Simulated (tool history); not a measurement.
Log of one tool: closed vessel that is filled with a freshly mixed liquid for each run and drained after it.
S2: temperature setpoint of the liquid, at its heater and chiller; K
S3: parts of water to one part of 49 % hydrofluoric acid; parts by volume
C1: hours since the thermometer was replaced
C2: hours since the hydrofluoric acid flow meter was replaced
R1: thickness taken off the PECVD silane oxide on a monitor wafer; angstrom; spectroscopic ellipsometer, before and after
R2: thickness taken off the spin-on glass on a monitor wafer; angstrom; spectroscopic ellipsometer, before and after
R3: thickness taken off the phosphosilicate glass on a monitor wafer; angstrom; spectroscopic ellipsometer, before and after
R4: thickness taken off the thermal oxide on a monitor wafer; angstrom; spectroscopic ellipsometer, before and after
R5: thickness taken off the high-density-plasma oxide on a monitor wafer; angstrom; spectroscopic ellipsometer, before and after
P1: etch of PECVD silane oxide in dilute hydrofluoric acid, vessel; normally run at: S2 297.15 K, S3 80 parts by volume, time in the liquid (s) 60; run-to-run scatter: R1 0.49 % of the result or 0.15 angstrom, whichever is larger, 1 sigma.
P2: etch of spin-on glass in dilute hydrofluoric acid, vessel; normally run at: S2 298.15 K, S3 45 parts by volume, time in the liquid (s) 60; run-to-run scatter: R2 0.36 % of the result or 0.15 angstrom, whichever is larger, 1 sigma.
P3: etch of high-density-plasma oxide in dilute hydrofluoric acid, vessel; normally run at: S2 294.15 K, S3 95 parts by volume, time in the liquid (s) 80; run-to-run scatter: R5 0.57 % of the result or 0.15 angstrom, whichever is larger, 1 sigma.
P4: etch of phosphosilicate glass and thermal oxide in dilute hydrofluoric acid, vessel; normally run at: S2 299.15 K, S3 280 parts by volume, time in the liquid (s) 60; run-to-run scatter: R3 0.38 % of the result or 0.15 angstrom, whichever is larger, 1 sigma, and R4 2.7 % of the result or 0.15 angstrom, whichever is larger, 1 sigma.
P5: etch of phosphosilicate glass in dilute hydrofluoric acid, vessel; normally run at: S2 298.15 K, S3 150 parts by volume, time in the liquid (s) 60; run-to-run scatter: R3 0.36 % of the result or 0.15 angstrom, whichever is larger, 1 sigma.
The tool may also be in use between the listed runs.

run 1 hour=3.4 | process_that_ran=P1 S2=297.15 S3=80 time_in_the_liquid_(s)=60 | C1=1016.4 C2=805.6 | R1=113.230
run 2 hour=10.6 | process_that_ran=P1 S2=297.15 S3=80 time_in_the_liquid_(s)=60 | C1=1023.6 C2=812.8 | R1=113.710
run 3 hour=14.1 | process_that_ran=P1 S2=297.15 S3=50 time_in_the_liquid_(s)=60 | C1=1027.1 C2=816.3 | R1=189.660
run 4 hour=17.5 | process_that_ran=P1 S2=297.15 S3=80 time_in_the_liquid_(s)=60 | C1=1030.5 C2=819.7 | R1=114.140
run 5 hour=23.6 | process_that_ran=P1 S2=297.15 S3=80 time_in_the_liquid_(s)=60 | C1=1036.6 C2=825.8 | R1=113.660
run 6 hour=29.9 | process_that_ran=P2 S2=306.65 S3=45 time_in_the_liquid_(s)=60 | C1=1042.9 C2=832.1 | R2=711.66
run 7 hour=35.6 | process_that_ran=P5 S2=298.15 S3=230 time_in_the_liquid_(s)=60 | C1=1048.6 C2=837.8 | R3=464.52
-- hour=41.3 thermometer replaced
run 8 hour=43.0 | process_that_ran=P4 S2=299.15 S3=115 time_in_the_liquid_(s)=60 | C1=1.8 C2=845.2 | R3=1093.50 R4=26.3150
run 9 hour=50.5 | process_that_ran=P5 S2=298.15 S3=150 time_in_the_liquid_(s)=30 | C1=9.3 C2=852.7 | R3=387.96
run 10 hour=57.7 | process_that_ran=P1 S2=297.15 S3=125 time_in_the_liquid_(s)=105 | C1=16.5 C2=859.9 | R1=121.570
run 11 hour=63.1 | process_that_ran=P3 S2=294.15 S3=175 time_in_the_liquid_(s)=80 | C1=21.9 C2=865.3 | R5=21.594
run 12 hour=68.3 | process_that_ran=P3 S2=300.65 S3=95 time_in_the_liquid_(s)=80 | C1=27.1 C2=870.5 | R5=56.001
run 13 hour=72.2 | process_that_ran=P1 S2=304.15 S3=80 time_in_the_liquid_(s)=60 | C1=31.0 C2=874.4 | R1=150.620
run 14 hour=76.8 | process_that_ran=P1 S2=297.15 S3=80 time_in_the_liquid_(s)=90 | C1=35.6 C2=879.0 | R1=170.550
run 15 hour=83.2 | process_that_ran=P1 S2=297.15 S3=80 time_in_the_liquid_(s)=60 | C1=42.0 C2=885.4 | R1=113.600
run 16 hour=87.5 | process_that_ran=P4 S2=305.65 S3=280 time_in_the_liquid_(s)=60 | C1=46.3 C2=889.7 | R3=461.72 R4=10.6640
run 17 hour=92.5 | process_that_ran=P3 S2=294.15 S3=95 time_in_the_liquid_(s)=130 | C1=51.3 C2=894.7 | R5=71.017
run 18 hour=99.0 | process_that_ran=P1 S2=297.15 S3=80 time_in_the_liquid_(s)=30 | C1=57.8 C2=901.2 | R1=56.312
run 19 hour=102.6 | process_that_ran=P2 S2=298.15 S3=45 time_in_the_liquid_(s)=60 | C1=61.4 C2=904.8 | R2=510.77
run 20 hour=110.2 | process_that_ran=P3 S2=294.15 S3=95 time_in_the_liquid_(s)=80 | C1=69.0 C2=912.4 | R5=43.327
run 21 hour=113.7 | process_that_ran=P2 S2=298.15 S3=45 time_in_the_liquid_(s)=30 | C1=72.5 C2=915.9 | R2=254.33
run 22 hour=117.2 | process_that_ran=P1 S2=297.15 S3=145 time_in_the_liquid_(s)=60 | C1=76.0 C2=919.4 | R1=57.842
run 23 hour=122.7 | process_that_ran=P5 S2=298.15 S3=150 time_in_the_liquid_(s)=60 | C1=81.5 C2=924.9 | R3=780.02
-- hour=127.7 hydrofluoric acid flow meter replaced
run 24 hour=128.1 | process_that_ran=P4 S2=299.15 S3=280 time_in_the_liquid_(s)=30 | C1=86.9 C2=0.5 | R3=186.97 R4=4.3064
run 25 hour=132.8 | process_that_ran=P2 S2=298.15 S3=60 time_in_the_liquid_(s)=60 | C1=91.6 C2=5.2 | R2=375.38
run 26 hour=137.8 | process_that_ran=P1 S2=292.65 S3=80 time_in_the_liquid_(s)=60 | C1=96.6 C2=10.2 | R1=94.902
run 27 hour=145.2 | process_that_ran=P1 S2=297.15 S3=80 time_in_the_liquid_(s)=60 | C1=104.0 C2=17.6 | R1=113.660
run 28 hour=149.7 | process_that_ran=P4 S2=299.15 S3=280 time_in_the_liquid_(s)=60 | C1=108.5 C2=22.1 | R3=375.17 R4=8.9949
run 29 hour=154.3 | process_that_ran=P5 S2=290.15 S3=150 time_in_the_liquid_(s)=60 | C1=113.1 C2=26.7 | R3=568.36
run 30 hour=158.8 | process_that_ran=P1 S2=297.15 S3=80 time_in_the_liquid_(s)=60 | C1=117.6 C2=31.2 | R1=114.120
run 31 hour=165.5 | process_that_ran=P1 S2=297.15 S3=80 time_in_the_liquid_(s)=60 | C1=124.3 C2=37.9 | R1=118.190
run 32 hour=170.9 | process_that_ran=P1 S2=297.15 S3=80 time_in_the_liquid_(s)=60 | C1=129.7 C2=43.3 | R1=121.640
run 33 hour=175.1 | process_that_ran=P1 S2=297.15 S3=80 time_in_the_liquid_(s)=60 | C1=133.9 C2=47.5 | R1=121.200
run 34 hour=179.3 | process_that_ran=P1 S2=297.15 S3=80 time_in_the_liquid_(s)=60 | C1=138.1 C2=51.7 | R1=122.140
run 35 hour=184.6 | process_that_ran=P1 S2=297.15 S3=80 time_in_the_liquid_(s)=60 | C1=143.4 C2=57.0 | R1=124.040
run 36 hour=191.2 | process_that_ran=P1 S2=297.15 S3=80 time_in_the_liquid_(s)=60 | C1=150.0 C2=63.6 | R1=125.320
run 37 hour=195.0 | process_that_ran=P1 S2=297.15 S3=80 time_in_the_liquid_(s)=60 | C1=153.8 C2=67.4 | R1=125.260
run 38 hour=199.0 | process_that_ran=P1 S2=297.15 S3=80 time_in_the_liquid_(s)=60 | C1=157.8 C2=71.4 | R1=123.880
run 39 hour=205.3 | process_that_ran=P1 S2=297.15 S3=80 time_in_the_liquid_(s)=60 | C1=164.1 C2=77.7 | R1=124.920
run 40 hour=210.7 | process_that_ran=P1 S2=297.15 S3=80 time_in_the_liquid_(s)=60 | C1=169.5 C2=83.1 | R1=124.990

What P1 gives has crept away from where it was. These 2 causes fit the log equally well, each at the size given:
A: liquid hotter than its thermometer reads (K) = 2.37
B: hydrofluoric acid flow above the setpoint (%) = 8.97
The creep began at about hour 158.8.

4 check runs are offered, one wafer each, their results left as question marks. Which one tells the causes apart?
run check 1 hour=216.1 | process_that_ran=P3 S2=300.65 S3=95 time_in_the_liquid_(s)=80 | R5=?
run check 2 hour=216.1 | process_that_ran=P5 S2=290.65 S3=150 time_in_the_liquid_(s)=35 | R3=?
run check 3 hour=216.1 | process_that_ran=P4 S2=305.15 S3=280 time_in_the_liquid_(s)=30 | R3=? R4=?
run check 4 hour=216.1 | process_that_ran=P2 S2=303.15 S3=60 time_in_the_liquid_(s)=60 | R2=?

What each check would give under each cause:
check=check_1 result=R5 if_A=61.424 if_B=61.803
check=check_2 result=R3 if_A=372.56 if_B=373.52
check=check_3 result=R3 if_A=244.80 if_B=254.49
check=check_3 result=R4 if_A=5.8038 if_B=6.0335
check=check_4 result=R2 if_A=499.60 if_B=500.70
How far apart the two closest causes lie, in the result that separates them most: check 1 0.62 %; check 2 0.26 %; check 3 3.88 %; check 4 0.22 %
Only check 3 tells the causes apart: in the others they would give nearly the same result.

Then check 3 was run and gave: R3 255.22 angstrom; R4 6.0895 angstrom. Which cause is it?

It is B: hydrofluoric acid flow above the setpoint (%).
